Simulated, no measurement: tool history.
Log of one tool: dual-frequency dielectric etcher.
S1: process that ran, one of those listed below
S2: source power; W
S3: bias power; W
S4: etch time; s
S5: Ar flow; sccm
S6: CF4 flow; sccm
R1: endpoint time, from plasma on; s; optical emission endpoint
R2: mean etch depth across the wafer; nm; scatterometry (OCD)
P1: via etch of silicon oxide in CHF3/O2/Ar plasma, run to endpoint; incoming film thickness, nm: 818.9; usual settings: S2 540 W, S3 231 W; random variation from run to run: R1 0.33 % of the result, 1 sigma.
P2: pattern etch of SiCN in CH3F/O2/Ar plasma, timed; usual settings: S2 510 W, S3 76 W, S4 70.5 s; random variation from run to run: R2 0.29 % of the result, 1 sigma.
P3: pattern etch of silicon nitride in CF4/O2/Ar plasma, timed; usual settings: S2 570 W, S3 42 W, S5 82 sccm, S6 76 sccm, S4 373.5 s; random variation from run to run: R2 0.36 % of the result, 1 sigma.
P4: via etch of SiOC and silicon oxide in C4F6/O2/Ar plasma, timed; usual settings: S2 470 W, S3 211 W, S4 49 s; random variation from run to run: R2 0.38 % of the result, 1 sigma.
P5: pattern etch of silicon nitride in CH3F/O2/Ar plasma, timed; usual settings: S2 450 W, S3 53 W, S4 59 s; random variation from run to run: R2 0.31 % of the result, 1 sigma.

run,hour,S1,S2,S3,S4,S5,S6,R1,R2
1,13.3,P1,540,231,,,,404.46,
2,22.7,P5,450,53,32.5,,,,21.126
3,31,P4,470,211,49,,,,61.502
# hour 38.1: source power generator calibrated
4,41.2,P3,570,51,373.5,82,76,,805.92
5,53.6,P5,450,53,59,,,,38.594
6,63.2,P5,450,43,59,,,,36.313
7,74.9,P1,690,182,,,,400.87,
8,87.4,P2,510,76,103,,,,44.819
9,97.3,P1,700,175,,,,401.19,
10,105.7,P1,730,231,,,,358.21,
11,112.5,P4,470,280,49,,,,67.389
12,120.2,P2,710,76,70.5,,,,34.667
13,130,P5,340,53,59,,,,34.447
14,140.9,P1,540,231,,,,405.7,
15,147.2,P3,570,42,373.5,82,76,,752.82
16,157.4,P3,570,42,373.5,61,76,,783.56
17,170,P1,540,147,,,,470.53,
18,176,P3,790,42,373.5,82,76,,998.36
19,182.5,P1,540,231,,,,405.03,
20,193.3,P3,570,42,373.5,82,53,,713.24
21,204,P1,430,231,,,,438.68,
22,214.6,P2,510,49,70.5,,,,26.363
23,222.4,P1,540,231,,,,401.02,
24,229.9,P1,670,161,,,,419.97,
25,241.6,P2,510,76,70.5,,,,30.568
26,247.8,P3,570,42,373.5,82,76,,755.29
27,253.6,P1,540,307,,,,363.12,
28,265.2,P4,470,211,73,,,,92.385
29,273.6,P1,540,231,,,,402.53,
30,286,P3,570,42,553.5,82,76,,1115.9
31,295.1,P4,660,211,49,,,,70.139
32,304.2,P1,540,231,,,,407.03,

Forecast run 33:
33,315.3,P1,540,231,,,,?,

{"run 33": {"R1": 399.09}}
